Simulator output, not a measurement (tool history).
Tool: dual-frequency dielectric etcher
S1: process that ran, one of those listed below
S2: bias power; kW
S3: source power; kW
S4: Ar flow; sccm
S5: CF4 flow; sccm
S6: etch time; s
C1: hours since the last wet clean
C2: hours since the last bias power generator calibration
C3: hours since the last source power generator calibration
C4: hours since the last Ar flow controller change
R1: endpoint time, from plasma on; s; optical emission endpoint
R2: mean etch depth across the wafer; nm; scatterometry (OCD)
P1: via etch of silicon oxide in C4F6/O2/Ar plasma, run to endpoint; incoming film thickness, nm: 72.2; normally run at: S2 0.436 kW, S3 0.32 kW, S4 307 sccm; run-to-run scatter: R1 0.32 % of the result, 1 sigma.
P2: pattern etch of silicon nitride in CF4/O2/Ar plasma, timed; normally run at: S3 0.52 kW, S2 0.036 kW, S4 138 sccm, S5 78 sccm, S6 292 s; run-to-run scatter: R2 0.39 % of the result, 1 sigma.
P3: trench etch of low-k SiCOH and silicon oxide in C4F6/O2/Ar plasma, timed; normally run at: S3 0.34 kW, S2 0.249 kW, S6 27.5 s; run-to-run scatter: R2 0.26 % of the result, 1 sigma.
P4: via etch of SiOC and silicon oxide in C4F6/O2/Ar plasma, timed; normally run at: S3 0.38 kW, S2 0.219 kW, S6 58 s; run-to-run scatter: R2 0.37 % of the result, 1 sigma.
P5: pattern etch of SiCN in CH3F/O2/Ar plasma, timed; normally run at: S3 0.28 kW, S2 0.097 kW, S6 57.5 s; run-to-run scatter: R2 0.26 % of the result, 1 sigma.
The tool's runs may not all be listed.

run 1 hour=12.6 | S1=P1 S2=0.436 S3=0.32 S4=307 | C1=160.5 C2=1699.3 C3=876.8 C4=3617.4 | R1=18.692
run 2 hour=25.7 | S1=P2 S2=0.036 S3=0.52 S4=138 S5=107 S6=292 | C1=173.6 C2=1712.4 C3=889.9 C4=3630.5 | R2=496.07
run 3 hour=38.1 | S1=P2 S2=0.036 S3=0.52 S4=101 S5=78 S6=292 | C1=186 C2=1724.8 C3=902.3 C4=3642.9 | R2=496.28
run 4 hour=47.1 | S1=P2 S2=0.036 S3=0.69 S4=138 S5=78 S6=292 | C1=195 C2=1733.8 C3=911.3 C4=3651.9 | R2=603.61
run 5 hour=57 | S1=P4 S2=0.219 S3=0.38 S6=76 | C1=204.9 C2=1743.7 C3=921.2 C4=3661.8 | R2=88.401
run 6 hour=66.6 | S1=P4 S2=0.219 S3=0.38 S6=58 | C1=214.5 C2=1753.3 C3=930.8 C4=3671.4 | R2=67.299
run 7 hour=74.6 | S1=P2 S2=0.036 S3=0.52 S4=138 S5=78 S6=439 | C1=222.5 C2=1761.3 C3=938.8 C4=3679.4 | R2=711.4
run 8 hour=84.7 | S1=P5 S2=0.097 S3=0.28 S6=57.5 | C1=232.6 C2=1771.4 C3=948.9 C4=3689.5 | R2=21.263
run 9 hour=98.5 | S1=P1 S2=0.436 S3=0.26 S4=307 | C1=246.4 C2=1785.2 C3=962.7 C4=3703.3 | R1=20.144
run 10 hour=105.9 | S1=P1 S2=0.53 S3=0.32 S4=307 | C1=253.8 C2=1792.6 C3=970.1 C4=3710.7 | R1=17.479
run 11 hour=118.3 | S1=P1 S2=0.436 S3=0.32 S4=307 | C1=266.2 C2=1805 C3=982.5 C4=3723.1 | R1=18.745
run 12 hour=134.7 | S1=P1 S2=0.436 S3=0.32 S4=307 | C1=282.6 C2=1821.4 C3=998.9 C4=3739.5 | R1=18.725
run 13 hour=142.4 | S1=P3 S2=0.249 S3=0.41 S6=27.5 | C1=290.3 C2=1829.1 C3=1006.6 C4=3747.2 | R2=97.081
run 14 hour=153.8 | S1=P1 S2=0.436 S3=0.32 S4=307 | C1=301.7 C2=1840.5 C3=1018 C4=3758.6 | R1=18.753
run 15 hour=164 | S1=P1 S2=0.256 S3=0.32 S4=307 | C1=311.9 C2=1850.7 C3=1028.2 C4=3768.8 | R1=22.746
run 16 hour=175.3 | S1=P3 S2=0.249 S3=0.34 S6=35 | C1=323.2 C2=1862 C3=1039.5 C4=3780.1 | R2=114.75
-- hour=183.2 source power generator calibrated
run 17 hour=191.9 | S1=P4 S2=0.219 S3=0.22 S6=58 | C1=339.8 C2=1878.6 C3=8.8 C4=3796.7 | R2=54.447
run 18 hour=204.5 | S1=P1 S2=0.436 S3=0.43 S4=307 | C1=352.4 C2=1891.2 C3=21.4 C4=3809.3 | R1=16.776
run 19 hour=214.6 | S1=P2 S2=0.023 S3=0.52 S4=138 S5=78 S6=292 | C1=362.5 C2=1901.3 C3=31.5 C4=3819.4 | R2=401.32
run 20 hour=229 | S1=P5 S2=0.067 S3=0.28 S6=57.5 | C1=376.9 C2=1915.7 C3=45.9 C4=3833.8 | R2=18.506
run 21 hour=239.6 | S1=P2 S2=0.036 S3=0.52 S4=138 S5=78 S6=292 | C1=387.5 C2=1926.3 C3=56.5 C4=3844.4 | R2=471.54
run 22 hour=249 | S1=P5 S2=0.097 S3=0.28 S6=79 | C1=396.9 C2=1935.7 C3=65.9 C4=3853.8 | R2=29.216
run 23 hour=265.4 | S1=P1 S2=0.436 S3=0.32 S4=367 | C1=413.3 C2=1952.1 C3=82.3 C4=3870.2 | R1=19.091
run 24 hour=280.3 | S1=P3 S2=0.301 S3=0.34 S6=27.5 | C1=428.2 C2=1967 C3=97.2 C4=3885.1 | R2=96.663
run 25 hour=291.6 | S1=P4 S2=0.26 S3=0.38 S6=58 | C1=439.5 C2=1978.3 C3=108.5 C4=3896.4 | R2=71.559
run 26 hour=304.2 | S1=P5 S2=0.097 S3=0.22 S6=57.5 | C1=452.1 C2=1990.9 C3=121.1 C4=3909 | R2=19.574
run 27 hour=315.7 | S1=P1 S2=0.341 S3=0.45 S4=307 | C1=463.6 C2=2002.4 C3=132.6 C4=3920.5 | R1=18.036
run 28 hour=325.1 | S1=P4 S2=0.219 S3=0.38 S6=58 | C1=473 C2=2011.8 C3=142 C4=3929.9 | R2=67.337
run 29 hour=336.3 | S1=P3 S2=0.249 S3=0.34 S6=27.5 | C1=484.2 C2=2023 C3=153.2 C4=3941.1 | R2=90.547
run 30 hour=353 | S1=P1 S2=0.436 S3=0.32 S4=251 | C1=500.9 C2=2039.7 C3=169.9 C4=3957.8 | R1=18.379
run 31 hour=365.4 | S1=P1 S2=0.436 S3=0.32 S4=307 | C1=513.3 C2=2052.1 C3=182.3 C4=3970.2 | R1=18.725

The next listed run, before its measurement:
run 32 hour=376.6 | S1=P1 S2=0.436 S3=0.32 S4=307 | C1=524.5 C2=2063.3 C3=193.5 C4=3981.4 | R1=?

{"run 32": {"R1": 18.766}}

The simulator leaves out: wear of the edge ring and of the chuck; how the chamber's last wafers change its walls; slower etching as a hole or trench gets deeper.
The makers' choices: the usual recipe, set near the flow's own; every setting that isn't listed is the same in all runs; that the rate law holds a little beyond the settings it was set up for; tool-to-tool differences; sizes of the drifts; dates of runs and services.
